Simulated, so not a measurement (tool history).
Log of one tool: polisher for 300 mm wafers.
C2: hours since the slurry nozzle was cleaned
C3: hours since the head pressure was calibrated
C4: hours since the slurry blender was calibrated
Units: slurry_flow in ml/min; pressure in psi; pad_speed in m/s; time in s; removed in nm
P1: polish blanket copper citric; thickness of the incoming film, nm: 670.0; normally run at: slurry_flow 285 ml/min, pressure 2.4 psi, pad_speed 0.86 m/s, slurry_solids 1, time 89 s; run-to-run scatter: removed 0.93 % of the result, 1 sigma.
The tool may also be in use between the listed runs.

Run 1, hour 12: slurry_flow 285 ml/min, pressure 2.4 psi, pad_speed 0.86 m/s, slurry_solids 1, time 89 s; wafers polished on this pad 775; C2 529.7; C3 131.7; C4 107.6. Result: removed 139.52 nm.
Run 2, hour 24.1: slurry_flow 430 ml/min, pressure 2.4 psi, pad_speed 0.86 m/s, slurry_solids 1, time 89 s; wafers polished on this pad 871; C2 541.8; C3 143.8; C4 119.7. Result: removed 144.56 nm.
Run 3, hour 34.1: slurry_flow 285 ml/min, pressure 2.4 psi, pad_speed 0.86 m/s, slurry_solids 1, time 89 s; wafers polished on this pad 951; C2 551.8; C3 153.8; C4 129.7. Result: removed 139.64 nm.
Run 4, hour 43.5: slurry_flow 285 ml/min, pressure 2.4 psi, pad_speed 0.86 m/s, slurry_solids 1.35, time 89 s; wafers polished on this pad 1026; C2 561.2; C3 163.2; C4 139.1. Result: removed 148.7 nm.
Run 5, hour 55.3: slurry_flow 285 ml/min, pressure 1.3 psi, pad_speed 0.86 m/s, slurry_solids 1, time 89 s; wafers polished on this pad 1120; C2 573; C3 175; C4 150.9. Result: removed 77.1 nm.
Run 6, hour 63.7: slurry_flow 285 ml/min, pressure 2.4 psi, pad_speed 0.86 m/s, slurry_solids 1, time 89 s; wafers polished on this pad 1186; C2 581.4; C3 183.4; C4 159.3. Result: removed 137.96 nm.
Run 7, hour 70.5: slurry_flow 285 ml/min, pressure 2.4 psi, pad_speed 0.86 m/s, slurry_solids 1, time 89 s; wafers polished on this pad 1240; C2 588.2; C3 190.2; C4 166.1. Result: removed 141.01 nm.
Run 8, hour 84.2: slurry_flow 285 ml/min, pressure 2.4 psi, pad_speed 1.2 m/s, slurry_solids 1, time 128 s; wafers polished on this pad 1349; C2 601.9; C3 203.9; C4 179.8. Result: removed 275.26 nm.
At hour 92.1: slurry blender recalibrated.
Run 9, hour 93.2: slurry_flow 285 ml/min, pressure 2.4 psi, pad_speed 0.86 m/s, slurry_solids 1, time 139 s; wafers polished on this pad 1421; C2 610.9; C3 212.9; C4 1.1. Result: removed 218.31 nm.
Run 10, hour 103: slurry_flow 285 ml/min, pressure 2.4 psi, pad_speed 0.86 m/s, slurry_solids 0.55, time 89 s; wafers polished on this pad 1499; C2 620.7; C3 222.7; C4 10.9. Result: removed 124.54 nm.
Run 11, hour 114.8: slurry_flow 285 ml/min, pressure 3.2 psi, pad_speed 0.86 m/s, slurry_solids 1, time 89 s; wafers polished on this pad 1593; C2 632.5; C3 234.5; C4 22.7. Result: removed 184.62 nm.
Run 12, hour 127.2: slurry_flow 285 ml/min, pressure 2.4 psi, pad_speed 0.86 m/s, slurry_solids 1, time 89 s; wafers polished on this pad 1692; C2 644.9; C3 246.9; C4 35.1. Result: removed 137.59 nm.
Run 13, hour 135.4: slurry_flow 285 ml/min, pressure 2.4 psi, pad_speed 0.86 m/s, slurry_solids 1, time 89 s; wafers polished on this pad 1757; C2 653.1; C3 255.1; C4 43.3. Result: removed 138.47 nm.
Run 14, hour 142.7: slurry_flow 285 ml/min, pressure 2.4 psi, pad_speed 0.56 m/s, slurry_solids 1, time 89 s; wafers polished on this pad 1815; C2 660.4; C3 262.4; C4 50.6. Result: removed 90.793 nm.
At hour 153.7: head pressure recalibrated.
Run 15, hour 154.2: slurry_flow 285 ml/min, pressure 2.4 psi, pad_speed 0.86 m/s, slurry_solids 1, time 58 s; wafers polished on this pad 1906; C2 671.9; C3 0.5; C4 62.1. Result: removed 89.899 nm.
Run 16, hour 164.8: slurry_flow 170 ml/min, pressure 2.4 psi, pad_speed 0.86 m/s, slurry_solids 1, time 89 s; wafers polished on this pad 1991; C2 682.5; C3 11.1; C4 72.7. Result: removed 130.62 nm.
Run 17, hour 173.2: slurry_flow 285 ml/min, pressure 2.4 psi, pad_speed 1.26 m/s, slurry_solids 1, time 89 s; wafers polished on this pad 2057; C2 690.9; C3 19.5; C4 81.1. Result: removed 204.2 nm.
Run 18, hour 179.4: slurry_flow 285 ml/min, pressure 2.4 psi, pad_speed 0.86 m/s, slurry_solids 1, time 89 s; wafers polished on this pad 2107; C2 697.1; C3 25.7; C4 87.3. Result: removed 138.66 nm.
Run 19, hour 188.2: slurry_flow 285 ml/min, pressure 2.4 psi, pad_speed 0.86 m/s, slurry_solids 1, time 89 s; wafers polished on this pad 2177; C2 705.9; C3 34.5; C4 96.1. Result: removed 136.76 nm.
Run 20, hour 194.9: slurry_flow 285 ml/min, pressure 2.4 psi, pad_speed 0.86 m/s, slurry_solids 1, time 89 s; wafers polished on this pad 2230; C2 712.6; C3 41.2; C4 102.8. Result: removed 135.34 nm.
At hour 201.5: head pressure recalibrated.
At hour 202.6: slurry blender recalibrated.
Run 21, hour 205.3: slurry_flow 285 ml/min, pressure 2.4 psi, pad_speed 0.86 m/s, slurry_solids 1, time 89 s; wafers polished on this pad 2313; C2 723; C3 3.9; C4 2.7. Result: removed 133.53 nm.
Run 22, hour 213.8: slurry_flow 285 ml/min, pressure 2.4 psi, pad_speed 0.86 m/s, slurry_solids 1, time 89 s; wafers polished on this pad 2380; C2 731.5; C3 12.4; C4 11.2. Result: removed 132.88 nm.
Run 23, hour 226.3: slurry_flow 285 ml/min, pressure 2.4 psi, pad_speed 0.86 m/s, slurry_solids 1, time 89 s; wafers polished on this pad 2480; C2 744; C3 24.9; C4 23.7. Result: removed 131.39 nm.
Run 24, hour 233.3: slurry_flow 285 ml/min, pressure 2.4 psi, pad_speed 0.86 m/s, slurry_solids 1, time 89 s; wafers polished on this pad 2536; C2 751; C3 31.9; C4 30.7. Result: removed 130.76 nm.

What P1 gives has crept away from where it was. These 2 causes fit the log equally well, each at the size given:
A: removal rate lost through wear of the pad, % = 4.95
B: slurry flow missing at the pad, % = 35.1
The creep began at about hour 179.4.
Why every other cause is out:
head's pressure below its setpoint, %: serviced at hour 201.5, which brought nothing back
abrasive missing from the slurry, %: serviced at hour 202.6, which brought nothing back

4 check runs are offered, each on 5 wafers whose results are averaged, their results left as question marks. Which one tells the causes apart?
Run check 1, hour 240.3: slurry_flow 170 ml/min, pressure 2.4 psi, pad_speed 0.86 m/s, slurry_solids 1, time 112 s. Result: removed ?.
Run check 2, hour 240.3: slurry_flow 285 ml/min, pressure 2.4 psi, pad_speed 0.86 m/s, slurry_solids 1.3, time 89 s. Result: removed ?.
Run check 3, hour 240.3: slurry_flow 285 ml/min, pressure 2.4 psi, pad_speed 0.58 m/s, slurry_solids 1, time 89 s. Result: removed ?.
Run check 4, hour 240.3: slurry_flow 285 ml/min, pressure 2.4 psi, pad_speed 1.24 m/s, slurry_solids 1, time 89 s. Result: removed ?.

What each check would give under each cause:
  check   result    if A    if B
check 1  removed  155.62  150.78
check 2  removed  139.52   139.5
check 3  removed  90.355  90.342
check 4  removed  187.99  187.96
How far apart the two closest causes lie, in the result that separates them most: check 1 3.16 %; check 2 0.01 %; check 3 0.01 %; check 4 0.01 %
Only check 1 tells the causes apart: in the others they would give nearly the same result.

Then check 1 was run and gave: removed 150.28 nm. Which cause is it?

It is B: slurry flow missing at the pad, %.

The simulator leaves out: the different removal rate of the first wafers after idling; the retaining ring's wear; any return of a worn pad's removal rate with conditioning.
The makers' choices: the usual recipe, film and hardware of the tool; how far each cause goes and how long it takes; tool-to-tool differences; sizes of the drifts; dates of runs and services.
